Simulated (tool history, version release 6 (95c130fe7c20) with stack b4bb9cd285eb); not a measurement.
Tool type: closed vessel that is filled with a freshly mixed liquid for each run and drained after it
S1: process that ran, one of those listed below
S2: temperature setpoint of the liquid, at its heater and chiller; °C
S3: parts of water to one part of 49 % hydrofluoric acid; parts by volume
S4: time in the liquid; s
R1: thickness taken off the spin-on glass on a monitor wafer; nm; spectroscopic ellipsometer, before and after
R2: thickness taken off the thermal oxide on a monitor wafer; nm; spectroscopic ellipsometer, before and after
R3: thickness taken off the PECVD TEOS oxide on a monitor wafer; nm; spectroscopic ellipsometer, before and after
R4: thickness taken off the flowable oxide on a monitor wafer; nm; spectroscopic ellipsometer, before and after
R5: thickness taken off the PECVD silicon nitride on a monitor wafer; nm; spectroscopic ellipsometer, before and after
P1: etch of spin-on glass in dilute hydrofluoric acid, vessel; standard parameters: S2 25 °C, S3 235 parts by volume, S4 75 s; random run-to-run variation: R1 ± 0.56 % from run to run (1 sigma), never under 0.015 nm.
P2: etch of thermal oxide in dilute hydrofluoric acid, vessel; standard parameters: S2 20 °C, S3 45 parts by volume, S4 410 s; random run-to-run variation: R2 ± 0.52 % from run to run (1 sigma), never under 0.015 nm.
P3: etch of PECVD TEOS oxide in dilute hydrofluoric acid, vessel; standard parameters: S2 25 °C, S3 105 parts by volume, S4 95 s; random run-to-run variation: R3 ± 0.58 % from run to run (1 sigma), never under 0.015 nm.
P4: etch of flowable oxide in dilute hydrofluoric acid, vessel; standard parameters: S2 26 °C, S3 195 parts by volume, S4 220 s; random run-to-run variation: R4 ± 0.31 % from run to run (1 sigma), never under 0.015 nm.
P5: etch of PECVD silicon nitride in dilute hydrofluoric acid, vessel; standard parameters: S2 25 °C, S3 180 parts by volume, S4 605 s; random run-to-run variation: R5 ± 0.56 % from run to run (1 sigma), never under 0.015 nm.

run	hour	S1	S2	S3	S4	R1	R2	R3	R4	R5
1	4.3	P1	25	235	75	11.604				
2	8.8	P2	20	75	410		22.54			
3	14.7	P1	25	235	75	11.609				
4	21.2	P3	18	105	95			16.409		
5	25.3	P1	20.5	235	75	9.7781				
6	30.8	P4	26	195	220				29.049	
7	34	P2	20	45	85		8.0926			
8	38.4	P1	19.5	235	120	14.922				
9	41.6	P4	26	195	220				29.195	
10	45.6	P1	25	235	75	11.564				
11	51.7	P1	25	235	75	11.542				
12	58.1	P3	25	160	95			13.168		
13	63.3	P1	25	235	75	11.456				
14	66.9	P4	31	195	220				34.858	
15	71.4	P5	32	180	605					17.548
16	74.6	P3	25	105	95			21.472		
17	80.6	P2	20	45	410		38.786			
18	83.9	P1	25	395	75	5.8817				
19	88.8	P1	25	60	75	55.952				
20	95.4	P1	29.5	235	75	13.526				
21	100.5	P1	25	235	75	11.537				
22	105.9	P4	26	65	220				102.44	
23	110.6	P3	25	105	145			32.931		
24	115	P4	26	195	30				3.9449	
25	118.8	P5	25	180	150					2.8435
26	122.9	P2	20	45	410		39.034			

Estimate the outcome of run 27 from the log above:
27	127.7	P1	21.5	235	30	?				

{"run 27": {"R1": 4.081}}

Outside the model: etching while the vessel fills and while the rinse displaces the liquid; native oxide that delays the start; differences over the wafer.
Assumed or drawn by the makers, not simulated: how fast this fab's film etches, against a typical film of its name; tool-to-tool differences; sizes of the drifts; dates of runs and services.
